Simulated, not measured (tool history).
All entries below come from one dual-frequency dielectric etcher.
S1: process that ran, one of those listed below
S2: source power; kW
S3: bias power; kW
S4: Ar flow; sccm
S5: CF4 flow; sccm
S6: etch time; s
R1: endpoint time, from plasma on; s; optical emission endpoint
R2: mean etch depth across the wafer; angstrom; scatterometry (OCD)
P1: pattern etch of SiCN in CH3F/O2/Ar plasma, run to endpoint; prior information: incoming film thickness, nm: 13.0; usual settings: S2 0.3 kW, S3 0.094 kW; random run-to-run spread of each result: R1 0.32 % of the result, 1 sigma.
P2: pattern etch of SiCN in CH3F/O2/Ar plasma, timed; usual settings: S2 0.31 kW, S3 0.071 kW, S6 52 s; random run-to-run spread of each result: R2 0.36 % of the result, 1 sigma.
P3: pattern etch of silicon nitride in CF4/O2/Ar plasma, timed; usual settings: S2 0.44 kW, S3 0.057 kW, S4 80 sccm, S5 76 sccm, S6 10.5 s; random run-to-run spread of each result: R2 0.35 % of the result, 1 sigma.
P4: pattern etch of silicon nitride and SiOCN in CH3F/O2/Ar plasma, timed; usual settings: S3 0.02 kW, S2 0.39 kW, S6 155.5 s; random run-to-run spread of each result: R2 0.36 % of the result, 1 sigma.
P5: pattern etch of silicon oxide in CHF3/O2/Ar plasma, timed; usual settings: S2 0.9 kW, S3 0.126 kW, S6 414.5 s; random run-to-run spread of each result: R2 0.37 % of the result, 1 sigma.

run	hour	S1	S2	S3	S4	S5	S6	R1	R2
1	12.9	P1	0.3	0.094				35.82	
2	18.8	P1	0.17	0.094				44.078	
3	26.9	P3	0.44	0.057	80	61	10.5		185.61
4	36.3	P3	0.44	0.057	80	76	7		127.5
5	43.2	P1	0.3	0.065				40.8	
6	52.4	P1	0.3	0.121				32.633	
7	62.9	P1	0.18	0.075				47.006	
8	68.9	P2	0.31	0.071			52		171.93
# hour 79.2: wet clean of the chamber
9	79.6	P5	0.9	0.126			414.5		8421.7
10	93	P1	0.37	0.062				38.675	
11	104.7	P2	0.41	0.071			52		190.91
12	117.2	P3	0.44	0.073	80	76	10.5		210.37
13	124.2	P3	0.44	0.057	52	76	10.5		199.66
14	130.5	P5	0.71	0.126			414.5		7715.9
15	143.8	P4	0.39	0.02			98.5		126.81
16	154.9	P1	0.3	0.094				35.784	
17	168.4	P2	0.31	0.047			52		149.57
18	177.1	P2	0.31	0.071			52		171.35
19	184.5	P3	0.44	0.057	80	76	10.5		191.69
20	197.7	P4	0.39	0.027			155.5		229.28
21	210.6	P1	0.38	0.094				32.755	
22	218.2	P1	0.3	0.094				35.877	
23	230	P1	0.3	0.094				35.805	
24	242.5	P5	0.9	0.077			414.5		7355.4
25	252.9	P1	0.38	0.075				35.514	
26	263.1	P5	0.9	0.126			251		5118.8
27	270.6	P4	0.51	0.02			155.5		220.37
28	282.1	P1	0.3	0.094				35.726	
29	293.9	P4	0.39	0.02			155.5		200.37
30	300	P2	0.31	0.071			77.5		255.65
31	312.9	P3	0.59	0.057	80	76	10.5		247.04
32	326.3	P1	0.3	0.094				36.029	
33	336	P1	0.3	0.094				35.928	
34	346.1	P1	0.3	0.094				36.175	
35	358.3	P1	0.3	0.094				36.157	
36	364.6	P1	0.3	0.094				36.355	
37	371.9	P1	0.3	0.094				36.348	
38	381.2	P1	0.3	0.094				36.4	
# hour 387: wet clean of the chamber
39	389.9	P1	0.3	0.094				36.255	
40	398.8	P1	0.3	0.094				36.284	
41	410.2	P1	0.3	0.094				36.461	
42	419.1	P1	0.3	0.094				36.501	
43	430.5	P1	0.3	0.094				36.158	

The output of P1 has drifted from where it used to be. Each of the 2 causes below, taken at the size shown beside it, accounts for the log equally well:
A: source power that arrives under what is set, % = 4.38
B: bias power that arrives under what is set, % = 4.26
Creep in the process output first set in at about hour 326.3.
Excluded causes, each with its reason:
chamber walls in a state that lowers the etch rate, %: serviced after onset, at hour 387, with no recovery of the prior output

Each of the check runs listed below is run on 2 wafers and reports their average, with the results left as question marks. Pick the one under which the possible causes would lead to clearly different results.
check 1	441.9	P4	0.39	0.02			155.5		?
check 2	441.9	P5	0.9	0.126			414.5		?
check 3	441.9	P3	0.44	0.057	80	76	10.5		?
check 4	441.9	P2	0.31	0.071			52		?

What each check would give under each cause:
check	result	if A	if B
check 1	R2	197.9	197.25
check 2	R2	8299.8	8338.6
check 3	R2	183.51	187.57
check 4	R2	168.75	168.95
How far apart the two closest causes lie, in the result that separates them most: check 1 0.33 %; check 2 0.47 %; check 3 2.19 %; check 4 0.12 %
Check 3 tells the causes apart: in the others they would give nearly the same result.

Running check 3 produced the following: R2 183.21 angstrom. Which one of the listed causes fits?

Of the candidate causes, it is A: source power that arrives under what is set, %.

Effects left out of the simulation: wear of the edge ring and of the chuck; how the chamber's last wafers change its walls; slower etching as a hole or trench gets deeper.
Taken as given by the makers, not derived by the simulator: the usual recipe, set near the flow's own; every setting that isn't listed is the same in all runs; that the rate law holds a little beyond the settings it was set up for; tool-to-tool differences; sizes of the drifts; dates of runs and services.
